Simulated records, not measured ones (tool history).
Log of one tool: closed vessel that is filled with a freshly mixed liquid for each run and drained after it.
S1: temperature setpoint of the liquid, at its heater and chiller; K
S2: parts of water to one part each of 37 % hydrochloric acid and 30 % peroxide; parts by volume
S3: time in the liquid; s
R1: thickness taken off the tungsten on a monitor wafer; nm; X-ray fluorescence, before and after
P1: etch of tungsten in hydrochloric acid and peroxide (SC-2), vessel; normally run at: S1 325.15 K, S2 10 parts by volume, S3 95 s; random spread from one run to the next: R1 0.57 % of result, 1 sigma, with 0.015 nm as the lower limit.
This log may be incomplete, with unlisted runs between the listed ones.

run,hour,S1,S2,S3,R1
1,13.9,325.15,10,95,19.7000
2,28.5,313.65,10,50,4.7241
3,37.6,325.15,10,95,19.8950
4,49.3,325.15,10,95,19.8190
5,57.6,340.15,10,95,50.8150
6,71.7,325.15,10,30,6.2595
7,84.9,331.65,7,95,39.9270
8,96.7,325.15,10,95,19.8180
9,104.8,325.15,15,95,14.0480
10,113.2,325.15,10,95,19.7440
11,124.2,325.15,4,95,39.5950
12,133.4,309.15,10,95,6.5636
13,146.3,325.15,10,175,36.6930
14,157.2,325.15,10,95,19.7560
15,168.2,325.15,10,95,19.1750
16,181.2,325.15,10,95,18.8040
17,192.1,325.15,10,95,18.4130
# hour 198.9: new drum of peroxide connected
18,206.1,325.15,10,95,18.1770
19,214.1,325.15,10,95,18.3990
20,221.3,325.15,10,95,18.0860
21,236.2,325.15,10,95,18.3180
22,249.8,325.15,10,95,18.1720

The output of P1 has drifted from where it used to be. Each of the 2 causes below, taken at the size shown beside it, accounts for the log equally well:
A: liquid colder than its thermometer reads (K) = 1.38
B: chemicals flow below the setpoint (%) = 10.2
The drift started at roughly hour 157.2.
Other possible causes, and why each is ruled out:
peroxide weaker than its label (%): was serviced at hour 198.9, once the creep was under way, yet the earlier output never came back

Which of the check runs below tells the causes apart, meaning the causes would give it clearly different results? Each run uses 3 wafers whose results are averaged, and each result is shown as a question mark.
check 1,263.4,313.15,4.0,95,?
check 2,263.4,325.15,14.5,95,?
check 3,263.4,317.15,10.0,95,?
check 4,263.4,317.65,10.0,95,?

Expected result of each check under each candidate cause:
check,result,if A,if B
check 1,R1,15.8060,16.2140
check 2,R1,13.1520,13.1010
check 3,R1,10.4870,10.5450
check 4,R1,10.8590,10.9160
Per check, the gap between the least separated pair of causes, taken in the result that splits them most: check 1 2.55 %; check 2 0.39 %; check 3 0.55 %; check 4 0.52 %
Check 1 is the one run that separates the causes; every other check would come out nearly the same whichever cause is at work.

The results of check 1 are: R1 16.1090 nm. Based on these, which of the listed causes is it?

B is the cause: chemicals flow below the setpoint (%).

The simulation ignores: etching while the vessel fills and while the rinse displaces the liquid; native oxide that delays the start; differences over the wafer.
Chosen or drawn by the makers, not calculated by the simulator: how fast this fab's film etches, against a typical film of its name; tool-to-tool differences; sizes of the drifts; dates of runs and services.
